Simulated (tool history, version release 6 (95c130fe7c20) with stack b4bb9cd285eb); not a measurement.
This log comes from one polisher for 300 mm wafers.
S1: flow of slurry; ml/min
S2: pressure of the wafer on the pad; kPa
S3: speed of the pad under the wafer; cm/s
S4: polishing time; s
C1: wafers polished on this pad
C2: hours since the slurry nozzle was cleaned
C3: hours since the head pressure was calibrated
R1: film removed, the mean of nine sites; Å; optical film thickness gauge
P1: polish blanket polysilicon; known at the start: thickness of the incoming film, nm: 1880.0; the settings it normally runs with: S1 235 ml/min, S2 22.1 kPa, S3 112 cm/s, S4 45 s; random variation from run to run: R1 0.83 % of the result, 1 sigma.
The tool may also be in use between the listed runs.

{"run": 1, "hour": 5.3, "S1": 235, "S2": 22.1, "S3": 112, "S4": 45, "C1": 264, "C2": 622, "C3": 500.9, "R1": 5244}
{"run": 2, "hour": 12.4, "S1": 235, "S2": 22.1, "S3": 174, "S4": 23, "C1": 327, "C2": 629.1, "C3": 508, "R1": 4138.2}
{"run": 3, "hour": 19.6, "S1": 235, "S2": 13.1, "S3": 112, "S4": 45, "C1": 392, "C2": 636.3, "C3": 515.2, "R1": 3069.7}
{"run": 4, "hour": 26.4, "S1": 235, "S2": 22.1, "S3": 112, "S4": 57, "C1": 453, "C2": 643.1, "C3": 522, "R1": 6517.8}
{"hour": 28.4, "done": "head pressure recalibrated"}
{"run": 5, "hour": 35.1, "S1": 235, "S2": 22.1, "S3": 112, "S4": 20, "C1": 531, "C2": 651.8, "C3": 6.8, "R1": 2266.6}
{"run": 6, "hour": 41.2, "S1": 235, "S2": 22.1, "S3": 166, "S4": 45, "C1": 585, "C2": 657.9, "C3": 12.9, "R1": 7697.4}
{"run": 7, "hour": 49.3, "S1": 235, "S2": 33.8, "S3": 112, "S4": 45, "C1": 658, "C2": 666, "C3": 21, "R1": 7886.6}
{"run": 8, "hour": 55.6, "S1": 340, "S2": 22.1, "S3": 70, "S4": 45, "C1": 714, "C2": 672.3, "C3": 27.3, "R1": 3326.6}
{"run": 9, "hour": 61.2, "S1": 235, "S2": 22.1, "S3": 112, "S4": 45, "C1": 765, "C2": 677.9, "C3": 32.9, "R1": 5198}
{"run": 10, "hour": 68.7, "S1": 235, "S2": 22.1, "S3": 112, "S4": 45, "C1": 832, "C2": 685.4, "C3": 40.4, "R1": 5165.8}
{"run": 11, "hour": 73.8, "S1": 330, "S2": 22.1, "S3": 112, "S4": 60, "C1": 878, "C2": 690.5, "C3": 45.5, "R1": 7072.9}
{"run": 12, "hour": 78.7, "S1": 235, "S2": 22.1, "S3": 112, "S4": 45, "C1": 922, "C2": 695.4, "C3": 50.4, "R1": 5215.3}
{"run": 13, "hour": 84.0, "S1": 335, "S2": 22.1, "S3": 112, "S4": 45, "C1": 969, "C2": 700.7, "C3": 55.7, "R1": 5337.5}
{"run": 14, "hour": 90.6, "S1": 235, "S2": 22.1, "S3": 112, "S4": 45, "C1": 1028, "C2": 707.3, "C3": 62.3, "R1": 5268.5}
{"run": 15, "hour": 101.1, "S1": 140, "S2": 22.1, "S3": 112, "S4": 45, "C1": 1122, "C2": 717.8, "C3": 72.8, "R1": 4795.4}
{"run": 16, "hour": 106.4, "S1": 235, "S2": 22.1, "S3": 50, "S4": 45, "C1": 1170, "C2": 723.1, "C3": 78.1, "R1": 2301.5}
{"run": 17, "hour": 114.0, "S1": 235, "S2": 22.1, "S3": 112, "S4": 45, "C1": 1238, "C2": 730.7, "C3": 85.7, "R1": 5117.6}
{"run": 18, "hour": 121.7, "S1": 235, "S2": 22.1, "S3": 112, "S4": 45, "C1": 1307, "C2": 738.4, "C3": 93.4, "R1": 5102.2}
{"run": 19, "hour": 129.4, "S1": 235, "S2": 22.1, "S3": 112, "S4": 45, "C1": 1376, "C2": 746.1, "C3": 101.1, "R1": 5099.9}
{"run": 20, "hour": 139.9, "S1": 235, "S2": 22.1, "S3": 112, "S4": 45, "C1": 1470, "C2": 756.6, "C3": 111.6, "R1": 5048.3}
{"hour": 141.1, "done": "worn pad replaced by a new one"}
{"run": 21, "hour": 149.3, "S1": 235, "S2": 22.1, "S3": 112, "S4": 45, "C1": 73, "C2": 766, "C3": 121, "R1": 4974.7}
{"run": 22, "hour": 159.6, "S1": 235, "S2": 22.1, "S3": 112, "S4": 45, "C1": 165, "C2": 776.3, "C3": 131.3, "R1": 4853.6}
{"run": 23, "hour": 168.9, "S1": 235, "S2": 22.1, "S3": 112, "S4": 45, "C1": 249, "C2": 785.6, "C3": 140.6, "R1": 5039.4}
{"run": 24, "hour": 175.6, "S1": 235, "S2": 22.1, "S3": 112, "S4": 45, "C1": 309, "C2": 792.3, "C3": 147.3, "R1": 4932.4}

The output of P1 has drifted from where it used to be. Each of the 2 causes below, taken at the size shown beside it, accounts for the log equally well:
A: slurry flow missing at the pad, % = 30.4
B: head's pressure below its setpoint, % = 4.78
The onset of the drift is placed at about hour 114.
Why every other cause is out:
removal rate lost through wear of the pad, %: serviced after onset, at hour 141.1, with no recovery of the prior output

You are offered 4 check runs, listed below with question marks in place of their results; each one averages 5 wafers. Which run separates the listed causes by giving clearly different results for each?
{"run": "check 1", "hour": 182.3, "S1": 235, "S2": 29.6, "S3": 112, "S4": 45, "R1": "?"}
{"run": "check 2", "hour": 182.3, "S1": 235, "S2": 22.1, "S3": 112, "S4": 30, "R1": "?"}
{"run": "check 3", "hour": 182.3, "S1": 140, "S2": 31.7, "S3": 112, "S4": 45, "R1": "?"}
{"run": "check 4", "hour": 182.3, "S1": 235, "S2": 22.1, "S3": 52, "S4": 30, "R1": "?"}

Expected result of each check under each candidate cause:
check=check_1 result=R1 if_A=6643 if_B=6643.5
check=check_2 result=R1 if_A=3295.8 if_B=3296
check=check_3 result=R1 if_A=6393.5 if_B=6588.5
check=check_4 result=R1 if_A=1530.2 if_B=1530.3
Smallest distance between any two causes, each pair judged by its most separating result, in per cent: check 1 0.01 %; check 2 0.01 %; check 3 3 %; check 4 0.01 %
The other checks would show nearly matching results whichever cause is true, so check 3 is the only one that separates the causes.

The results of check 3 are: R1 6393.2 Å. Based on these, which of the listed causes is it?

Of the candidate causes, it is A: slurry flow missing at the pad, %.
